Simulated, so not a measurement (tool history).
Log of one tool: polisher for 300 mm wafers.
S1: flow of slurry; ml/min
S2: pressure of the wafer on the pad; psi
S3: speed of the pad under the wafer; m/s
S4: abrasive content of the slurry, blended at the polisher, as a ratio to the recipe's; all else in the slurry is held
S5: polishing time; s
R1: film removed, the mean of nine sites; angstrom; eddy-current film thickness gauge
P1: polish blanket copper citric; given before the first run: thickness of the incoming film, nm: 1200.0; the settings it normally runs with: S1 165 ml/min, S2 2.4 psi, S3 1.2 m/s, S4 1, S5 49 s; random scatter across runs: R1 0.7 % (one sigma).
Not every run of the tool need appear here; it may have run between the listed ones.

run   hour   S1   S2    S3   S4  S5      R1
  1    9.7  165  2.4   1.2    1  49  953.19
  2   18.8  165  2.4   1.2    1  49  958.45
      18.9  -- slurry blender recalibrated
  3   28.6  165  2.4   1.2    1  26  506.56
  4   38.8  165  2.4  1.56    1  49  1228.7
  5   46.5  110  2.4   1.2    1  49  883.59
  6   55.1  165  2.4   1.2    1  49  953.51
  7   62.4  100  3.4   1.2    1  49  1227.3
  8   75.4  165  2.4   1.2    1  49  951.79
  9   88.1  165  1.4   1.2    1  49  570.01
 10     98  165  2.4   1.2  0.5  49   817.7
 11  111.1  165  3.5   1.2    1  49  1393.7
 12  119.9  215  2.4   1.2    1  49  995.99
 13  128.3  165  2.4  0.86    1  49  690.22
 14    140  165  2.4   1.2    1  49  947.67
 15  153.5  165  2.4   1.2    1  74  1430.3
 16  164.1  165  2.4   1.2  1.4  49  1014.5
 17  170.1  100  2.4  1.66    1  49  1191.2
 18  181.7  165  2.4   1.2    1  49  953.63
 19  194.2  165  2.4   1.2    1  49  929.32
 20  206.1  165  2.4   1.2    1  49  917.06
 21  218.4  165  2.4   1.2    1  49  902.09
 22    230  165  2.4   1.2    1  49  870.41
 23  240.4  165  2.4   1.2    1  49   879.1
     249.1  -- slurry blender recalibrated
 24  252.3  165  2.4   1.2    1  49  880.41
     254.3  -- worn pad replaced by a new one
 25  259.4  165  2.4   1.2    1  49  876.73
 26  266.4  165  2.4   1.2    1  49  886.54
 27  277.9  165  2.4   1.2    1  49  868.58
 28  290.4  165  2.4   1.2    1  49  865.27
 29  300.6  165  2.4   1.2    1  49  862.22

The log shows P1 creeping away from where it was. Any of the 2 causes listed here, at the size stated for it, fits the log just as well as the others:
A: head's pressure below its setpoint, % = 9.47
B: slurry flow missing at the pad, % = 38.5
At approximately hour 181.7, the process output began to creep.
Each remaining cause and why it is not a fit:
removal rate lost through wear of the pad, %: serviced at hour 254.3, which brought nothing back
abrasive missing from the slurry, %: serviced at hour 249.1, which brought nothing back

Below are 4 check runs, each averaged over 5 wafers, with their results shown as question marks. Which of them would give clearly different results depending on which cause is behind the drift?
check 1  310.8  165  2.4   1.2   1.3  26   ?
check 2  310.8  165  2.4  1.54     1  49   ?
check 3  310.8  165  2.4   1.2   0.8  49   ?
check 4  310.8  130  2.4   1.2  0.55  49   ?

Predicted outcomes, by check and by cause:
  check  result    if A    if B
check 1      R1   486.4  486.42
check 2      R1  1104.4    1105
check 3      R1  825.92  825.95
check 4      R1  733.64  717.01
Distance between the nearest two causes, measured in the result of the check that separates them most: check 1 0 %; check 2 0.06 %; check 3 0 %; check 4 2.29 %
The other checks would show nearly matching results whichever cause is true, so check 4 is the only one that separates the causes.

With check 4 done, the readings were: R1 718.77 angstrom. Identify which of the listed causes applies.

The correct cause is B, namely: slurry flow missing at the pad, %.
